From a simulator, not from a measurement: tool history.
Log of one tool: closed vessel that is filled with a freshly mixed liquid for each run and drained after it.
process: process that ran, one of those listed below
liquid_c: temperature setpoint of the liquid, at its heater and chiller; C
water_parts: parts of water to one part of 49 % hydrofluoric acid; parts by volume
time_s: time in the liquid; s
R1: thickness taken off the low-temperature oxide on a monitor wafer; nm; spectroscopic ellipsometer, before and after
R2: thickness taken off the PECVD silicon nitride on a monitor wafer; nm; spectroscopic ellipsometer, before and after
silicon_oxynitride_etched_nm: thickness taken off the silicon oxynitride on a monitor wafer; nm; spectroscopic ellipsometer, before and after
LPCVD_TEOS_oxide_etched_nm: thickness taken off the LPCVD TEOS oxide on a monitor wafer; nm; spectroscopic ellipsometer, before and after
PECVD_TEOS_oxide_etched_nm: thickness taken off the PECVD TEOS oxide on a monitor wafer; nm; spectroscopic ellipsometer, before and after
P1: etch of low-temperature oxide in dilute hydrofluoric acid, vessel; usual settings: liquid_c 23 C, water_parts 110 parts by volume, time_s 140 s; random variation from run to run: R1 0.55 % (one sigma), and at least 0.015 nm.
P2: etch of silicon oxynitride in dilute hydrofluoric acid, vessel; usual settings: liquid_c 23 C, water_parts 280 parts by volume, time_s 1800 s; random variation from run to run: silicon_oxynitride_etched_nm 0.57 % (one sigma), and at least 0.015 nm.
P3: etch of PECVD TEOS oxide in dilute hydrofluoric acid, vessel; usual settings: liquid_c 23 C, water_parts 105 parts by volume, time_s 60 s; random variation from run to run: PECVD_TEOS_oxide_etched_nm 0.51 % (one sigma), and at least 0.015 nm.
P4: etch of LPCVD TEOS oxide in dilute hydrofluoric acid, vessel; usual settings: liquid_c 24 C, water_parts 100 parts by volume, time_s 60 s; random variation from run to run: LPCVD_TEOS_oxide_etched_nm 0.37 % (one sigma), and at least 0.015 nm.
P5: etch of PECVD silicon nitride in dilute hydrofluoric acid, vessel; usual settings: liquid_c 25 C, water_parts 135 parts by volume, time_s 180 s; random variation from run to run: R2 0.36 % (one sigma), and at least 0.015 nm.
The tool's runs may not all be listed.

Run 1, hour 6.3: process P1, liquid_c 23 C, water_parts 110 parts by volume, time_s 140 s. Result: R1 33.957 nm.
Run 2, hour 12.3: process P5, liquid_c 19 C, water_parts 135 parts by volume, time_s 180 s. Result: R2 5.4334 nm.
Run 3, hour 18: process P1, liquid_c 17.5 C, water_parts 110 parts by volume, time_s 140 s. Result: R1 27.16 nm.
Run 4, hour 22.1: process P5, liquid_c 25 C, water_parts 25 parts by volume, time_s 180 s. Result: R2 42.117 nm.
Run 5, hour 27.6: process P1, liquid_c 23 C, water_parts 185 parts by volume, time_s 140 s. Result: R1 18.576 nm.
Run 6, hour 32.8: process P1, liquid_c 23 C, water_parts 110 parts by volume, time_s 255 s. Result: R1 61.825 nm.
Run 7, hour 37.4: process P1, liquid_c 23 C, water_parts 110 parts by volume, time_s 140 s. Result: R1 34.143 nm.
Run 8, hour 41.7: process P2, liquid_c 23 C, water_parts 280 parts by volume, time_s 1800 s. Result: silicon_oxynitride_etched_nm 7.772 nm.
Run 9, hour 47.2: process P4, liquid_c 24 C, water_parts 100 parts by volume, time_s 30 s. Result: LPCVD_TEOS_oxide_etched_nm 15.122 nm.
Run 10, hour 51.4: process P4, liquid_c 24 C, water_parts 25 parts by volume, time_s 60 s. Result: LPCVD_TEOS_oxide_etched_nm 133.87 nm.
Run 11, hour 54.4: process P3, liquid_c 23 C, water_parts 105 parts by volume, time_s 60 s. Result: PECVD_TEOS_oxide_etched_nm 9.1398 nm.
Run 12, hour 59.8: process P3, liquid_c 27 C, water_parts 105 parts by volume, time_s 60 s. Result: PECVD_TEOS_oxide_etched_nm 10.631 nm.
Run 13, hour 65.6: process P4, liquid_c 24 C, water_parts 100 parts by volume, time_s 60 s. Result: LPCVD_TEOS_oxide_etched_nm 30.467 nm.
Run 14, hour 68.8: process P1, liquid_c 23 C, water_parts 110 parts by volume, time_s 140 s. Result: R1 34.054 nm.
Run 15, hour 75.4: process P4, liquid_c 24 C, water_parts 100 parts by volume, time_s 60 s. Result: LPCVD_TEOS_oxide_etched_nm 30.364 nm.
Run 16, hour 81.7: process P3, liquid_c 23 C, water_parts 105 parts by volume, time_s 60 s. Result: PECVD_TEOS_oxide_etched_nm 9.1791 nm.
Run 17, hour 86.4: process P5, liquid_c 25 C, water_parts 135 parts by volume, time_s 180 s. Result: R2 8.0912 nm.
Run 18, hour 91.4: process P1, liquid_c 23 C, water_parts 110 parts by volume, time_s 140 s. Result: R1 33.845 nm.
Run 19, hour 97.4: process P1, liquid_c 23 C, water_parts 110 parts by volume, time_s 45 s. Result: R1 10.872 nm.
Run 20, hour 103.9: process P2, liquid_c 23 C, water_parts 280 parts by volume, time_s 1800 s. Result: silicon_oxynitride_etched_nm 7.7635 nm.
Run 21, hour 110.5: process P2, liquid_c 23 C, water_parts 385 parts by volume, time_s 1800 s. Result: silicon_oxynitride_etched_nm 5.3281 nm.
Run 22, hour 115.7: process P5, liquid_c 25 C, water_parts 135 parts by volume, time_s 180 s. Result: R2 8.1524 nm.
Run 23, hour 120.9: process P1, liquid_c 23 C, water_parts 25 parts by volume, time_s 140 s. Result: R1 164.11 nm.
Run 24, hour 124.7: process P3, liquid_c 23 C, water_parts 105 parts by volume, time_s 30 s. Result: PECVD_TEOS_oxide_etched_nm 4.5598 nm.
Run 25, hour 130.4: process P1, liquid_c 17 C, water_parts 110 parts by volume, time_s 245 s. Result: R1 46.204 nm.
Run 26, hour 133.6: process P5, liquid_c 25 C, water_parts 135 parts by volume, time_s 345 s. Result: R2 15.471 nm.
Run 27, hour 139.9: process P1, liquid_c 23 C, water_parts 185 parts by volume, time_s 75 s. Result: R1 9.928 nm.
Run 28, hour 143.3: process P2, liquid_c 23 C, water_parts 280 parts by volume, time_s 505 s. Result: silicon_oxynitride_etched_nm 2.1862 nm.
At hour 148.1: hydrofluoric acid flow meter replaced.
Run 29, hour 148.7: process P3, liquid_c 23 C, water_parts 140 parts by volume, time_s 60 s. Result: PECVD_TEOS_oxide_etched_nm 6.5589 nm.
Run 30, hour 152.1: process P1, liquid_c 28.5 C, water_parts 110 parts by volume, time_s 140 s. Result: R1 42.017 nm.
Run 31, hour 155.1: process P4, liquid_c 30 C, water_parts 100 parts by volume, time_s 60 s. Result: LPCVD_TEOS_oxide_etched_nm 38.149 nm.
Run 32, hour 158.6: process P2, liquid_c 17 C, water_parts 280 parts by volume, time_s 1800 s. Result: silicon_oxynitride_etched_nm 5.9931 nm.
Run 33, hour 163.1: process P1, liquid_c 23 C, water_parts 110 parts by volume, time_s 140 s. Result: R1 33.606 nm.
Run 34, hour 168.1: process P1, liquid_c 23 C, water_parts 110 parts by volume, time_s 140 s. Result: R1 34.059 nm.
Run 35, hour 173.5: process P1, liquid_c 23 C, water_parts 110 parts by volume, time_s 140 s. Result: R1 35.054 nm.
Run 36, hour 179.3: process P1, liquid_c 23 C, water_parts 110 parts by volume, time_s 140 s. Result: R1 35.577 nm.
Run 37, hour 184.4: process P1, liquid_c 23 C, water_parts 110 parts by volume, time_s 140 s. Result: R1 35.78 nm.
Run 38, hour 188.2: process P1, liquid_c 23 C, water_parts 110 parts by volume, time_s 140 s. Result: R1 35.926 nm.
Run 39, hour 193.9: process P1, liquid_c 23 C, water_parts 110 parts by volume, time_s 140 s. Result: R1 36.338 nm.
Run 40, hour 198.2: process P1, liquid_c 23 C, water_parts 110 parts by volume, time_s 140 s. Result: R1 36.099 nm.
Run 41, hour 201.4: process P1, liquid_c 23 C, water_parts 110 parts by volume, time_s 140 s. Result: R1 36.398 nm.
Run 42, hour 206.6: process P1, liquid_c 23 C, water_parts 110 parts by volume, time_s 140 s. Result: R1 36.466 nm.
Run 43, hour 212.1: process P1, liquid_c 23 C, water_parts 110 parts by volume, time_s 140 s. Result: R1 36.251 nm.
Run 44, hour 216.4: process P1, liquid_c 23 C, water_parts 110 parts by volume, time_s 140 s. Result: R1 36.413 nm.

What P1 gives has crept away from where it was. These 2 causes fit the log equally well, each at the size given:
A: liquid hotter than its thermometer reads (K) = 1.74
B: hydrofluoric acid flow above the setpoint (%) = 6.25
The creep began at about hour 168.1.

4 check runs are offered, one wafer each, their results left as question marks. Which one tells the causes apart?
Run check 1, hour 220.7: process P4, liquid_c 24 C, water_parts 100 parts by volume, time_s 60 s. Result: LPCVD_TEOS_oxide_etched_nm ?.
Run check 2, hour 220.7: process P2, liquid_c 23 C, water_parts 280 parts by volume, time_s 1800 s. Result: silicon_oxynitride_etched_nm ?.
Run check 3, hour 220.7: process P3, liquid_c 23 C, water_parts 105 parts by volume, time_s 60 s. Result: PECVD_TEOS_oxide_etched_nm ?.
Run check 4, hour 220.7: process P5, liquid_c 25 C, water_parts 135 parts by volume, time_s 180 s. Result: R2 ?.

What each check would give under each cause:
  check                        result    if A    if B
check 1    LPCVD_TEOS_oxide_etched_nm  32.473  32.455
check 2  silicon_oxynitride_etched_nm  8.4419  8.4184
check 3    PECVD_TEOS_oxide_etched_nm  9.7694  9.7624
check 4                            R2  9.0249  8.5761
How far apart the two closest causes lie, in the result that separates them most: check 1 0.05 %; check 2 0.28 %; check 3 0.07 %; check 4 5.1 %
Only check 4 tells the causes apart: in the others they would give nearly the same result.

Then check 4 was run and gave: R2 8.6382 nm. Which cause is it?

It is B: hydrofluoric acid flow above the setpoint (%).
